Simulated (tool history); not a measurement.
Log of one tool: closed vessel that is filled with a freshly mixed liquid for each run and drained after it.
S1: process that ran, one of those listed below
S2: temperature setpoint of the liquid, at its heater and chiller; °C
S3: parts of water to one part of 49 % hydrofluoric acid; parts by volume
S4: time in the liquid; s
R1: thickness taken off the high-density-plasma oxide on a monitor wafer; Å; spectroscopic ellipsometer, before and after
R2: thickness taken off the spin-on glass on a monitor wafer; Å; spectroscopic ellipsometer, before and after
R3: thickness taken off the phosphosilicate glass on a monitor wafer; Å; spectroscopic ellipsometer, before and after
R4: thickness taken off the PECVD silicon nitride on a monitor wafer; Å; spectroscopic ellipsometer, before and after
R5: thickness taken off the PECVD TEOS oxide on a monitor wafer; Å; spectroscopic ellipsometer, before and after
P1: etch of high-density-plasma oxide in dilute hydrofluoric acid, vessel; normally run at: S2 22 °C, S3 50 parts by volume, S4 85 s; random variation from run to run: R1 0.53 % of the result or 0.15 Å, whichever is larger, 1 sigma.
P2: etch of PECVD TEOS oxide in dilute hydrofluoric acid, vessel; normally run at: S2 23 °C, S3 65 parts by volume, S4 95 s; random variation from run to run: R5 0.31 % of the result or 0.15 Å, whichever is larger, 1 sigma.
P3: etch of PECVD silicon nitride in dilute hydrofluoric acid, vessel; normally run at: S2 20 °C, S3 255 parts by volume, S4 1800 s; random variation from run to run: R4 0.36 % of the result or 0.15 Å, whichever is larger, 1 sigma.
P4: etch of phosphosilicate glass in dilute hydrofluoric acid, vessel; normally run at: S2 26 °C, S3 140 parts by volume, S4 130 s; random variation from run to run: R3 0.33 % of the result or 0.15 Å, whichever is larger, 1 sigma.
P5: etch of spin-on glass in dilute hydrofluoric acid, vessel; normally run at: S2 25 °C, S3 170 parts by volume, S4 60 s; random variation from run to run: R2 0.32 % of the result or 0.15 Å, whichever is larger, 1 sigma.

run	hour	S1	S2	S3	S4	R1	R2	R3	R4	R5
1	8.3	P1	22	50	85	91.776				
2	14.9	P5	25	170	60		147.86			
3	22.3	P1	22	50	85	92.484				
4	35.9	P1	22	50	85	93.032				
5	48.8	P4	26	30	130			3102.3		
6	60.4	P1	22	50	85	92.046				
7	68.4	P3	20	255	325				32.729	
8	81.8	P5	17.5	170	60		110.16			
9	94.6	P2	17	65	95					113.06
10	106.8	P5	25	170	60		146.77			
11	119.1	P3	28	255	1800				299.11	
12	126	P2	23	65	55					84.932
13	139.7	P4	26	140	130			576.54		
14	151	P1	22	20	30	85.043				
15	163.7	P2	23	115	95					77.573
16	176	P4	26	140	130			575.87		
17	189	P1	22	80	85	55.65				
18	199.9	P1	22	25	150	336.8				
19	207.5	P1	22	30	85	159.31				
20	215.4	P1	22	50	85	92.581				
21	222.6	P4	26	140	65			288.42		
22	235.3	P5	25	50	60		580.91			
23	247.2	P3	20	255	1800				181.91	
24	261.5	P3	20	390	1800				119.31	
25	273.8	P1	17	50	85	75.035				
26	280.9	P4	34	140	130			770.51		
27	292.7	P1	22	50	125	136.83				
28	305.8	P1	22	50	50	53.86				
29	314.1	P2	23	65	95					146.38
30	326.7	P5	25	170	30		73.559			
31	338.9	P3	20	255	1800				181.41	
32	347	P1	27.5	50	85	117.68				
33	357.3	P1	22	50	85	92.217				
34	365.3	P1	22	50	85	92.692				
35	378.6	P1	22	50	85	89.436				
36	390.8	P1	22	50	85	87.792				
37	404.3	P1	22	50	85	86.608				
38	414.5	P1	22	50	85	86.11				
39	420.9	P1	22	50	85	84.781				
40	430.5	P1	22	50	85	85.253				
41	443.8	P1	22	50	85	84.375				
42	457.9	P1	22	50	85	85.025				
43	465.6	P1	22	50	85	84.802				
44	478.1	P1	22	50	85	85.041				

What P1 gives has crept away from where it was. These 2 causes fit the log equally well, each at the size given:
A: liquid colder than its thermometer reads (K) = 2.17
B: hydrofluoric acid flow below the setpoint (%) = 8.21
The creep began at about hour 365.3.

4 check runs are offered, one wafer each, their results left as question marks. Which one tells the causes apart?
check 1	490.6	P4	26	75	130			?		
check 2	490.6	P5	21	65	60		?			
check 3	490.6	P2	23	105	60					?
check 4	490.6	P3	25	255	745				?	

What each check would give under each cause:
check	result	if A	if B
check 1	R3	1072	1063.7
check 2	R2	340.12	339.68
check 3	R5	49.725	49.258
check 4	R4	90.039	94.584
How far apart the two closest causes lie, in the result that separates them most: check 1 0.77 %; check 2 0.13 %; check 3 0.94 %; check 4 4.92 %
Only check 4 tells the causes apart: in the others they would give nearly the same result.

Check 4 was then run and gave: R4 94.612 Å. Which cause is it?

It is B: hydrofluoric acid flow below the setpoint (%).
